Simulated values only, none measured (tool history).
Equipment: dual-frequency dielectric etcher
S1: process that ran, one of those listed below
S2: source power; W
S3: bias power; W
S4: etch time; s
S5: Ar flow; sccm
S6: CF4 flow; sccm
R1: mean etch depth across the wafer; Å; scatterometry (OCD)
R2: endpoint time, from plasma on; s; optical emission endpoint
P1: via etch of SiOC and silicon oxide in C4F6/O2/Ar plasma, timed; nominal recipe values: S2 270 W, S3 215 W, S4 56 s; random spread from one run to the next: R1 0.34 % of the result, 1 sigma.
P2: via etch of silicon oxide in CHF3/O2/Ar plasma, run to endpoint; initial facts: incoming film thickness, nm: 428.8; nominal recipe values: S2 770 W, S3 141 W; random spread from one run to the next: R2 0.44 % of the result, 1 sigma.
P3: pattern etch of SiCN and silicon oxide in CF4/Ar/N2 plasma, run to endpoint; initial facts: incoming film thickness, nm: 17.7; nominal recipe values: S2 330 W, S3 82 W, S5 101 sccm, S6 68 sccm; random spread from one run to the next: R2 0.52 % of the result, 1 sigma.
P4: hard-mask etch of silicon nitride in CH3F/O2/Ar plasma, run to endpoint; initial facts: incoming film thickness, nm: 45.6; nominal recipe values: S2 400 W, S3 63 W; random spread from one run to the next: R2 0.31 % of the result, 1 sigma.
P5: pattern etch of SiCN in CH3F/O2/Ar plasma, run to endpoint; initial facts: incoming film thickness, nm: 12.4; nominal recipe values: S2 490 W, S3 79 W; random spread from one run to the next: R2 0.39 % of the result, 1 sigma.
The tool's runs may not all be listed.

Run 1, day 0.325: S1 P1, S2 270 W, S3 215 W, S4 56 s. Result: R1 593.09 Å.
Run 2, day 0.733: S1 P4, S2 400 W, S3 85 W. Result: R2 62.181 s.
Run 3, day 1.1: S1 P3, S2 330 W, S3 98 W, S5 101 sccm, S6 68 sccm. Result: R2 24.697 s.
Run 4, day 1.325: S1 P5, S2 590 W, S3 79 W. Result: R2 27.365 s.
Run 5, day 1.679: S1 P1, S2 270 W, S3 215 W, S4 56 s. Result: R1 597.15 Å.
Run 6, day 1.942: S1 P1, S2 270 W, S3 215 W, S4 72.5 s. Result: R1 773.48 Å.
Run 7, day 2.358: S1 P1, S2 270 W, S3 215 W, S4 56 s. Result: R1 600.16 Å.
Run 8, day 2.779: S1 P1, S2 270 W, S3 215 W, S4 31 s. Result: R1 330.92 Å.
Run 9, day 3.054: S1 P3, S2 330 W, S3 82 W, S5 77 sccm, S6 68 sccm. Result: R2 25.002 s.
Run 10, day 3.35: S1 P2, S2 770 W, S3 187 W. Result: R2 196.58 s.
Run 11, day 3.8: S1 P1, S2 220 W, S3 215 W, S4 56 s. Result: R1 550.26 Å.
Run 12, day 4.142: S1 P3, S2 330 W, S3 82 W, S5 101 sccm, S6 83 sccm. Result: R2 25.356 s.
Run 13, day 4.367: S1 P1, S2 270 W, S3 215 W, S4 56 s. Result: R1 597.67 Å.
Run 14, day 4.704: S1 P2, S2 770 W, S3 141 W. Result: R2 215.53 s.
Run 15, day 5: S1 P3, S2 330 W, S3 82 W, S5 101 sccm, S6 68 sccm. Result: R2 26.075 s.
Run 16, day 5.271: S1 P1, S2 390 W, S3 215 W, S4 56 s. Result: R1 688.31 Å.
Run 17, day 5.625: S1 P1, S2 210 W, S3 215 W, S4 37.5 s. Result: R1 363.36 Å.
Run 18, day 6.088: S1 P5, S2 490 W, S3 79 W. Result: R2 29.285 s.
Run 19, day 6.292: S1 P1, S2 270 W, S3 127 W, S4 56 s. Result: R1 503 Å.
Run 20, day 6.508: S1 P4, S2 400 W, S3 63 W. Result: R2 68.947 s.
Run 21, day 6.917: S1 P4, S2 550 W, S3 63 W. Result: R2 61.253 s.
Run 22, day 7.342: S1 P2, S2 570 W, S3 141 W. Result: R2 241.46 s.
Run 23, day 7.738: S1 P4, S2 400 W, S3 63 W. Result: R2 69.42 s.
Run 24, day 8.042: S1 P5, S2 490 W, S3 79 W. Result: R2 29.163 s.
Run 25, day 8.346: S1 P3, S2 270 W, S3 82 W, S5 101 sccm, S6 68 sccm. Result: R2 31.368 s.
Run 26, day 8.675: S1 P1, S2 270 W, S3 215 W, S4 56 s. Result: R1 599.39 Å.
Run 27, day 9.05: S1 P1, S2 270 W, S3 286 W, S4 56 s. Result: R1 657.84 Å.
Run 28, day 9.396: S1 P5, S2 490 W, S3 48 W. Result: R2 34.62 s.
Run 29, day 9.829: S1 P2, S2 770 W, S3 141 W. Result: R2 214.45 s.
Run 30, day 10.283: S1 P1, S2 270 W, S3 215 W, S4 56 s. Result: R1 601.4 Å.
Run 31, day 10.55: S1 P1, S2 270 W, S3 215 W, S4 56 s. Result: R1 597.06 Å.
Run 32, day 10.862: S1 P1, S2 270 W, S3 215 W, S4 56 s. Result: R1 593.64 Å.
Run 33, day 11.108: S1 P1, S2 270 W, S3 215 W, S4 56 s. Result: R1 591.12 Å.
Run 34, day 11.5: S1 P1, S2 270 W, S3 215 W, S4 56 s. Result: R1 591.8 Å.
Run 35, day 11.917: S1 P1, S2 270 W, S3 215 W, S4 56 s. Result: R1 591.41 Å.
Run 36, day 12.192: S1 P1, S2 270 W, S3 215 W, S4 56 s. Result: R1 587.69 Å.
Run 37, day 12.496: S1 P1, S2 270 W, S3 215 W, S4 56 s. Result: R1 586.7 Å.
Run 38, day 12.946: S1 P1, S2 270 W, S3 215 W, S4 56 s. Result: R1 585.08 Å.
At day 12.967: wet clean of the chamber.
Run 39, day 13.304: S1 P1, S2 270 W, S3 215 W, S4 56 s. Result: R1 586.14 Å.
Run 40, day 13.675: S1 P1, S2 270 W, S3 215 W, S4 56 s. Result: R1 590.69 Å.
Run 41, day 14.129: S1 P1, S2 270 W, S3 215 W, S4 56 s. Result: R1 588.67 Å.

Compared with where it was, what P1 gives has crept away. Each cause listed below fits the log as well as the rest, at the size given for it:
A: source power that arrives under what is set, % = 4.33
B: bias power that arrives under what is set, % = 4.81
The process output started creeping at around day 10.283.
Excluded causes, each with its reason:
chamber walls in a state that lowers the etch rate, %: serviced at day 12.967, after the drift had started, without restoring the earlier output

4 check runs are offered, each on 3 wafers whose results are averaged, their results left as question marks. Which one tells the causes apart?
Run check 1, day 14.583: S1 P4, S2 400 W, S3 63 W. Result: R2 ?.
Run check 2, day 14.583: S1 P2, S2 770 W, S3 141 W. Result: R2 ?.
Run check 3, day 14.583: S1 P5, S2 490 W, S3 79 W. Result: R2 ?.
Run check 4, day 14.583: S1 P3, S2 330 W, S3 82 W, S5 101 sccm, S6 68 sccm. Result: R2 ?.

What every check run would give for each of its results, assuming each possible cause in turn:
  check  result    if A    if B
check 1      R2  70.227  70.181
check 2      R2  218.34  217.92
check 3      R2  29.653  29.677
check 4      R2  27.168  26.595
Gap, in per cent, between the two causes that each check separates least, read from the result that separates them most: check 1 0.07 %; check 2 0.19 %; check 3 0.08 %; check 4 2.13 %
The causes can be told apart only by check 4. The other checks would give nearly the same results under each of them.

Then check 4 was run and gave: R2 27.212 s. Which cause is it?

It was cause A: source power that arrives under what is set, %.
